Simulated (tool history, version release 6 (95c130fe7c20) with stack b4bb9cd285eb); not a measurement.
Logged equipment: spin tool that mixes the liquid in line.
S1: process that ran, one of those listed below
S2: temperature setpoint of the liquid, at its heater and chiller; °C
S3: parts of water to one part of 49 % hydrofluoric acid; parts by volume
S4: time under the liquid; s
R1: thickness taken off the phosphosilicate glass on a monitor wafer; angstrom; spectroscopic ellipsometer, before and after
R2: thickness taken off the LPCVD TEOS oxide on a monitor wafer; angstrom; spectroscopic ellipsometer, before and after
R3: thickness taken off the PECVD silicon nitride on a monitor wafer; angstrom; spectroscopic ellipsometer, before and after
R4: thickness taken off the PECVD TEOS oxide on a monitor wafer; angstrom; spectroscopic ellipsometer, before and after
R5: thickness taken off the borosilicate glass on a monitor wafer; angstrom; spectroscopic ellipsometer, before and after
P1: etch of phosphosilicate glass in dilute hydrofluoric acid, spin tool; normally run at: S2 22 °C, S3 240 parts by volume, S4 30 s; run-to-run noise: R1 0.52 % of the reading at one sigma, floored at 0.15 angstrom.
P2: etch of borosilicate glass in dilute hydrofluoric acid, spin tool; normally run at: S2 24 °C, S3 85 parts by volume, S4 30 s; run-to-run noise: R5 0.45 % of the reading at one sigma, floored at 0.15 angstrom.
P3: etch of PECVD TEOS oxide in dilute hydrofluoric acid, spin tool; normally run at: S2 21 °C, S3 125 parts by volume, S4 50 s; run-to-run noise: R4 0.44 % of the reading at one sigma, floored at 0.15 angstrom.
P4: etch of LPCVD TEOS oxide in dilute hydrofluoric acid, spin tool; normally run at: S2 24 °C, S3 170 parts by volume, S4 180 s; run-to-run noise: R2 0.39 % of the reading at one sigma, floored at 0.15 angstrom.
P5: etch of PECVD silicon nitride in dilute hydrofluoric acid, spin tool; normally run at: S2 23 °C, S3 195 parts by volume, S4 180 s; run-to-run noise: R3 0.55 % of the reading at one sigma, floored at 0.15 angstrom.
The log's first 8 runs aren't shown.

run,hour,S1,S2,S3,S4,R1,R2,R3,R4,R5
9,81.2,P2,28.5,85,30,,,,,238.78
10,89.9,P1,22,405,30,57.582,,,,
11,98.6,P1,28.5,240,30,142.22,,,,
12,106.4,P1,29,400,30,74.081,,,,
# hour 109: thermometer replaced
13,117.7,P2,24,85,30,,,,,200.14
14,126,P4,31,170,180,,341.97,,,
15,136.1,P5,23,195,50,,,11.468,,
16,148,P5,17,195,180,,,27.752,,
17,160.3,P3,21,125,80,,,,134.11,
18,168.9,P1,22,240,30,113.28,,,,
19,177,P3,28.5,125,50,,,,111.66,
20,189.5,P5,23,105,180,,,75.907,,
21,201.4,P3,21,125,50,,,,84.161,
22,208.3,P4,24,285,180,,140.53,,,
23,220.3,P1,22,240,15,57.065,,,,
24,232.8,P1,22,240,30,114.06,,,,
25,240.9,P1,17,240,30,93.341,,,,
26,253,P1,22,240,30,113.48,,,,
27,259.4,P4,24,170,180,,264.96,,,
28,271.2,P2,24,145,30,,,,,109.12
29,281.3,P1,22,150,30,199.77,,,,
30,287.7,P2,24,85,15,,,,,99.114
31,300.2,P1,22,240,55,208.03,,,,
32,312.8,P1,22,240,30,113.42,,,,

Predict the results of run 33:
33,319.5,P1,22,240,30,?,,,,

Run 33 yielded R1 112.96 angstrom.
